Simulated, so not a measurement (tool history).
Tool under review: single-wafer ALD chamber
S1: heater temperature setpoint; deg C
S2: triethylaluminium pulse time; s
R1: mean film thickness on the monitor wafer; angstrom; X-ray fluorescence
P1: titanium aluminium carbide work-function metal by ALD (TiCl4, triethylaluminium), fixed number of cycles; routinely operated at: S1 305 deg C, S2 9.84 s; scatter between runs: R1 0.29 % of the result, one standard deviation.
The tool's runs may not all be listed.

Run 1, hour 17.3: S1 305 deg C, S2 9.84 s. Result: R1 20.129 angstrom.
Run 2, hour 25.7: S1 305 deg C, S2 9.84 s. Result: R1 20.014 angstrom.
Run 3, hour 38.9: S1 305 deg C, S2 5.17 s. Result: R1 17.328 angstrom.
Run 4, hour 53.8: S1 285 deg C, S2 14.55 s. Result: R1 18.942 angstrom.
Run 5, hour 69.3: S1 305 deg C, S2 9.84 s. Result: R1 20.074 angstrom.
Run 6, hour 78.9: S1 305 deg C, S2 9.84 s. Result: R1 20.247 angstrom.
At hour 91.8: thermocouple changed; heater temperature recalibrated.
Run 7, hour 93.6: S1 305 deg C, S2 9.84 s. Result: R1 20.083 angstrom.
Run 8, hour 104.7: S1 305 deg C, S2 14.59 s. Result: R1 20.782 angstrom.
Run 9, hour 122.9: S1 287 deg C, S2 6.93 s. Result: R1 17.42 angstrom.
Run 10, hour 132: S1 284 deg C, S2 14.56 s. Result: R1 18.842 angstrom.
Run 11, hour 146.7: S1 285 deg C, S2 9.84 s. Result: R1 18.547 angstrom.
Run 12, hour 162.1: S1 305 deg C, S2 9.84 s. Result: R1 20.072 angstrom.
Run 13, hour 171.6: S1 323 deg C, S2 9.84 s. Result: R1 21.714 angstrom.
Run 14, hour 186.3: S1 305 deg C, S2 9.84 s. Result: R1 20.015 angstrom.
Run 15, hour 197.7: S1 305 deg C, S2 9.84 s. Result: R1 20.079 angstrom.
Run 16, hour 216.7: S1 305 deg C, S2 9.84 s. Result: R1 19.956 angstrom.
Run 17, hour 233.6: S1 305 deg C, S2 9.84 s. Result: R1 19.886 angstrom.
Run 18, hour 242.7: S1 305 deg C, S2 9.84 s. Result: R1 19.724 angstrom.
Run 19, hour 251.3: S1 305 deg C, S2 9.84 s. Result: R1 19.838 angstrom.
Run 20, hour 267.8: S1 305 deg C, S2 9.84 s. Result: R1 19.707 angstrom.
Run 21, hour 282.6: S1 305 deg C, S2 9.84 s. Result: R1 19.866 angstrom.

What P1 gives has crept away from where it was. These 2 causes fit the log equally well, each at the size given:
A: triethylaluminium dose below that of a fresh bottle (%) = 10.3
B: wafer temperature below the value expected at the setpoint (K) = 3.4
Onset of the creep was near hour 186.3.

Listed below are the offered check runs, one wafer per run, with question marks in place of results. For which of them would the causes give clearly different outcomes?
Run check 1, hour 297.4: S1 317 deg C, S2 5.41 s. Result: R1 ?.
Run check 2, hour 297.4: S1 318 deg C, S2 9.84 s. Result: R1 ?.
Run check 3, hour 297.4: S1 316 deg C, S2 9.84 s. Result: R1 ?.
Run check 4, hour 297.4: S1 317 deg C, S2 9.84 s. Result: R1 ?.

Check results expected under each cause:
  check  result    if A    if B
check 1      R1  17.766  18.226
check 2      R1  20.912  20.927
check 3      R1  20.742  20.754
check 4      R1  20.827   20.84
Minimum pairwise separation of causes per check, each pair taken at its best-separating result: check 1 2.56 %; check 2 0.07 %; check 3 0.06 %; check 4 0.06 %
Check 1 is the one run that separates the causes; every other check would come out nearly the same whichever cause is at work.

Check 1 was then run and gave: R1 18.173 angstrom. Which cause is it?

The correct cause is B, namely: wafer temperature below the value expected at the setpoint (K).
